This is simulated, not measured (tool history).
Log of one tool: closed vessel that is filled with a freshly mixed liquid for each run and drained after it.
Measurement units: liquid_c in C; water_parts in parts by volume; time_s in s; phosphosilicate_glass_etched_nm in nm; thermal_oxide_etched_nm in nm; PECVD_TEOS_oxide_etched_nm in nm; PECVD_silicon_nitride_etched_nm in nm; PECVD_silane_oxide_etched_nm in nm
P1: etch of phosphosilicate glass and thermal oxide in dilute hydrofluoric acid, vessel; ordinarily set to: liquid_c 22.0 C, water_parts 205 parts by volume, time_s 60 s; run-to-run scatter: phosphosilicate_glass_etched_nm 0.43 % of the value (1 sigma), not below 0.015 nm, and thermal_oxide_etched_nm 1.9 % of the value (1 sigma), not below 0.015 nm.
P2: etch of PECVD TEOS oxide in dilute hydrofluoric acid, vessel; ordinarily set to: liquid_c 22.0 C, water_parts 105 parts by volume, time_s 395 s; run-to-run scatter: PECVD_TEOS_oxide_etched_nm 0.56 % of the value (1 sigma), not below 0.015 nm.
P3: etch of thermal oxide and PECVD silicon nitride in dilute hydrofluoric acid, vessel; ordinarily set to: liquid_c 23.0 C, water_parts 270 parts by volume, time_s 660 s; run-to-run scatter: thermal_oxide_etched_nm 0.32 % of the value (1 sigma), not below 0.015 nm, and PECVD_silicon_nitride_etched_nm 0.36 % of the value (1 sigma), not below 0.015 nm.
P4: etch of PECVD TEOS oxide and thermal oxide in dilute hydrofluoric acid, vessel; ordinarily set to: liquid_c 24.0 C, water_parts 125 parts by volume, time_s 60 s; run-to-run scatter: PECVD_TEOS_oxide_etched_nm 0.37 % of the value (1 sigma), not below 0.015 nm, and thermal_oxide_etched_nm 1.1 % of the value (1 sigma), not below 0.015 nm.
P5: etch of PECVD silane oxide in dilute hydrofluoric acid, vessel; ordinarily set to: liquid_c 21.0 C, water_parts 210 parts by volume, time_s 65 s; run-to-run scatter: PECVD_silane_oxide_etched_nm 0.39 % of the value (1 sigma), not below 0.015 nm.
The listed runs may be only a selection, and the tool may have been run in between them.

run,day,process,liquid_c,water_parts,time_s,phosphosilicate_glass_etched_nm,thermal_oxide_etched_nm,PECVD_TEOS_oxide_etched_nm,PECVD_silicon_nitride_etched_nm,PECVD_silane_oxide_etched_nm
1,0.438,P1,22.0,205,60,32.211,1.18650,,,
2,0.938,P1,22.0,205,60,32.321,1.15060,,,
3,1.321,P2,17.0,105,395,,,23.847,,
4,1.617,P3,30.5,270,660,,12.28200,,20.5790,
5,2.046,P1,22.0,205,60,32.045,1.11750,,,
6,2.454,P3,23.0,430,660,,5.16570,,8.3546,
7,2.758,P2,22.0,105,395,,,29.525,,
8,3.196,P5,17.0,210,65,,,,,9.2910
9,3.579,P3,23.0,270,660,,9.52070,,13.2960,
10,3.900,P5,21.0,210,30,,,,,5.0529
11,4.162,P1,22.0,205,60,32.262,1.16070,,,
12,4.542,P2,22.0,105,635,,,46.735,,
13,5.062,P1,22.0,205,60,32.182,1.16330,,,
14,5.504,P1,17.0,205,110,48.466,1.77720,,,
15,6.054,P1,22.0,365,60,15.597,0.56254,,,
16,6.329,P3,23.0,270,660,,9.51190,,13.0980,
17,6.900,P4,24.0,80,60,,3.70820,20.858,,
18,7.458,P4,24.0,125,60,,2.24740,12.630,,
19,7.767,P5,21.0,60,65,,,,,44.9950
20,8.038,P4,28.5,125,60,,2.62590,14.961,,
21,8.475,P1,17.5,310,60,16.486,0.59207,,,
22,8.875,P1,22.0,205,30,16.045,0.57646,,,
23,9.442,P4,24.0,125,110,,4.04670,23.169,,
24,9.992,P1,27.0,205,60,38.967,1.37630,,,
25,10.325,P1,17.0,205,60,26.679,0.93613,,,
26,10.612,P1,22.0,130,60,55.461,1.91130,,,
27,11.108,P2,22.0,150,395,,,19.611,,
28,11.638,P3,23.0,270,165,,2.35830,,3.2805,
29,12.079,P1,22.0,205,60,32.357,1.15360,,,
30,12.554,P4,24.0,125,60,,2.21950,12.710,,
31,12.967,P1,22.0,205,60,32.288,1.12530,,,
32,13.471,P1,22.0,205,90,48.445,1.75980,,,
33,13.850,P5,21.0,210,65,,,,,10.9330
34,14.338,P1,22.0,205,60,32.132,1.12160,,,
35,14.896,P1,22.0,205,60,31.419,1.11180,,,
36,15.400,P1,22.0,205,60,30.854,1.10220,,,
37,15.879,P1,22.0,205,60,30.099,1.10270,,,
38,16.142,P1,22.0,205,60,30.134,1.09580,,,
39,16.650,P1,22.0,205,60,30.023,1.01650,,,
40,17.108,P1,22.0,205,60,29.922,1.07280,,,
41,17.392,P1,22.0,205,60,29.701,1.06830,,,
42,17.954,P1,22.0,205,60,29.698,1.05830,,,
43,18.362,P1,22.0,205,60,29.762,1.01300,,,
44,18.862,P1,22.0,205,60,29.851,1.08510,,,
45,19.267,P1,22.0,205,60,29.728,0.98472,,,

P1 no longer gives what it gave before; its output has crept away from where it was. The following 2 causes, each at its listed size, fit the log equally well:
A: liquid colder than its thermometer reads (K) = 2.24
B: hydrofluoric acid flow below the setpoint (%) = 6.77
The creep began at about day 14.338.

Which of the 4 check runs listed below separates the causes, so that each cause would produce a clearly different result? Each run uses one wafer, and its results are marked with question marks.
check 1,19.671,P5,21.0,210,65,,,,,?
check 2,19.671,P4,24.0,125,60,,?,?,,
check 3,19.671,P2,22.0,105,395,,,?,,
check 4,19.671,P3,23.0,270,660,,?,,?,

What every check run would give for each of its results, assuming each possible cause in turn:
check,result,if A,if B
check 1,PECVD_silane_oxide_etched_nm,10.0190,10.0290
check 2,thermal_oxide_etched_nm,2.03100,2.04590
check 2,PECVD_TEOS_oxide_etched_nm,11.555,11.639
check 3,PECVD_TEOS_oxide_etched_nm,26.953,27.282
check 4,thermal_oxide_etched_nm,8.77220,8.70350
check 4,PECVD_silicon_nitride_etched_nm,11.4210,12.2730
Gap, in per cent, between the two causes that each check separates least, read from the result that separates them most: check 1 0.1 %; check 2 0.73 %; check 3 1.21 %; check 4 7.2 %
The causes can be told apart only by check 4. The other checks would give nearly the same results under each of them.

Check 4 has now been run. It gave: thermal_oxide_etched_nm 8.74480 nm; PECVD_silicon_nitride_etched_nm 11.4240 nm. Which of the candidate causes is it?

The correct cause is A, namely: liquid colder than its thermometer reads (K).
